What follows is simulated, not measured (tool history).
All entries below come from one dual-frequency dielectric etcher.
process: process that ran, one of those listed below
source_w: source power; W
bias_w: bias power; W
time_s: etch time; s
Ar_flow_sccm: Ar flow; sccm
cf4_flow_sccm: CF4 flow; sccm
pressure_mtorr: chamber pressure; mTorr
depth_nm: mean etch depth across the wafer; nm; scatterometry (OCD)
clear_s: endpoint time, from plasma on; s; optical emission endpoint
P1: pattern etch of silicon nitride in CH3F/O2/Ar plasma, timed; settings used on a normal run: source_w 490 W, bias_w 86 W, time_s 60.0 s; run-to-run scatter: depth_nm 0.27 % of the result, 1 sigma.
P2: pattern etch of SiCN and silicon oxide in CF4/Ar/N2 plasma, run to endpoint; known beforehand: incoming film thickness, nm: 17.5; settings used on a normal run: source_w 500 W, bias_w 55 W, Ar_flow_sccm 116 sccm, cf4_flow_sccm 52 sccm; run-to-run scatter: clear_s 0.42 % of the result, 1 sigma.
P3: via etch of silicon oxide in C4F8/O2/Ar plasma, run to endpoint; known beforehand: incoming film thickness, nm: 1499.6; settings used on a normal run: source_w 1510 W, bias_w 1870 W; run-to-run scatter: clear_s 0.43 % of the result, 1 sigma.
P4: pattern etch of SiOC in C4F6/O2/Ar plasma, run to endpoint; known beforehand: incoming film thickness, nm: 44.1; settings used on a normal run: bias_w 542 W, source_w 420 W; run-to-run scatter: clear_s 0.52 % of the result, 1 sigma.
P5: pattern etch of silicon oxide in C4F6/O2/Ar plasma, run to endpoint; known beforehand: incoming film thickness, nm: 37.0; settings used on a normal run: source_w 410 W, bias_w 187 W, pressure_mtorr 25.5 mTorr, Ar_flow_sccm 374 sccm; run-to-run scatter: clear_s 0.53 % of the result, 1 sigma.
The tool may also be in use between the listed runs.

run   hour  process  source_w  bias_w  time_s  Ar_flow_sccm  cf4_flow_sccm  pressure_mtorr  hours since the last wet clean  hours since the last source power generator calibration  hours since the last bias power generator calibration  depth_nm  clear_s
  1    3.8       P1       490      86    60.0                                                                        135.6                                                    649.3                                                  944.5    48.275
  2    7.2       P1       490      86    60.0                                                                        139.0                                                    652.7                                                  947.9    47.999
  3   13.7       P1       490      86    60.0                                                                        145.5                                                    659.2                                                  954.4    48.052
  4   17.4       P1       490      59    60.0                                                                        149.2                                                    662.9                                                  958.1    42.183
  5   23.1       P2       690      55                   116             52                                           154.9                                                    668.6                                                  963.8             16.197
  6   27.2       P2       500      55                   116             41                                           159.0                                                    672.7                                                  967.9             22.494
      27.8  -- bias power generator calibrated
  7   32.5       P1       400      86    78.5                                                                        164.3                                                    678.0                                                    4.8    58.405
  8   35.5       P5       410     187                   374                           25.5                           167.3                                                    681.0                                                    7.8             11.775
  9   39.1       P1       490     116    43.0                                                                        170.9                                                    684.6                                                   11.4    38.247
 10   43.0       P4       420     442                                                                                174.8                                                    688.5                                                   15.3             15.700
 11   46.1       P3      1030    1870                                                                                177.9                                                    691.6                                                   18.4            383.510
 12   49.3       P5       410     233                   374                           25.5                           181.1                                                    694.8                                                   21.6             10.971
 13   54.1       P5       410     187                   374                           25.5                           185.9                                                    699.6                                                   26.4             11.769
 14   58.0       P1       490      86    44.5                                                                        189.8                                                    703.5                                                   30.3    35.812
 15   61.9       P1       680      86    60.0                                                                        193.7                                                    707.4                                                   34.2    54.257
 16   67.1       P4       420     542                                                                                198.9                                                    712.6                                                   39.4             14.534
 17   71.7       P5       530     187                   374                           25.5                           203.5                                                    717.2                                                   44.0             10.548
 18   78.1       P3      1510    1438                                                                                209.9                                                    723.6                                                   50.4            354.380
 19   82.4       P4       420     542                                                                                214.2                                                    727.9                                                   54.7             14.536
 20   85.2       P1       590      86    42.0                                                                        217.0                                                    730.7                                                   57.5    36.183
 21   88.5       P5       410     187                   290                           25.5                           220.3                                                    734.0                                                   60.8             11.360
 22   91.6       P1       490      86    87.5                                                                        223.4                                                    737.1                                                   63.9    69.907
 23   94.5       P3      1510    1870                                                                                226.3                                                    740.0                                                   66.8            330.150
 24   98.9       P1       300      86    60.0                                                                        230.7                                                    744.4                                                   71.2    40.069
 25  103.5       P1       490      86    60.0                                                                        235.3                                                    749.0                                                   75.8    48.180
 26  107.9       P1       490     104    60.0                                                                        239.7                                                    753.4                                                   80.2    51.734
 27  112.4       P2       500      55                    83             52                                           244.2                                                    757.9                                                   84.7             20.335
 28  118.0       P2       500      33                   116             52                                           249.8                                                    763.5                                                   90.3             25.402
 29  121.3       P5       410     187                   374                           31.5                           253.1                                                    766.8                                                   93.6             12.047
 30  126.0       P4       560     542                                                                                257.8                                                    771.5                                                   98.3             12.872
 31  130.1       P2       500      55                   116             52                                           261.9                                                    775.6                                                  102.4             21.603
 32  134.9       P1       490      86    60.0                                                                        266.7                                                    780.4                                                  107.2    47.999
 33  139.2       P1       490      86    60.0                                                                        271.0                                                    784.7                                                  111.5    47.778
 34  143.9       P1       490      86    60.0                                                                        275.7                                                    789.4                                                  116.2    47.626

What will run 35 give?
 35  149.8       P1       490      86    60.0                                                                        281.6                                                    795.3                                                  122.1         ?

{"run 35": {"depth_nm": 47.499}}

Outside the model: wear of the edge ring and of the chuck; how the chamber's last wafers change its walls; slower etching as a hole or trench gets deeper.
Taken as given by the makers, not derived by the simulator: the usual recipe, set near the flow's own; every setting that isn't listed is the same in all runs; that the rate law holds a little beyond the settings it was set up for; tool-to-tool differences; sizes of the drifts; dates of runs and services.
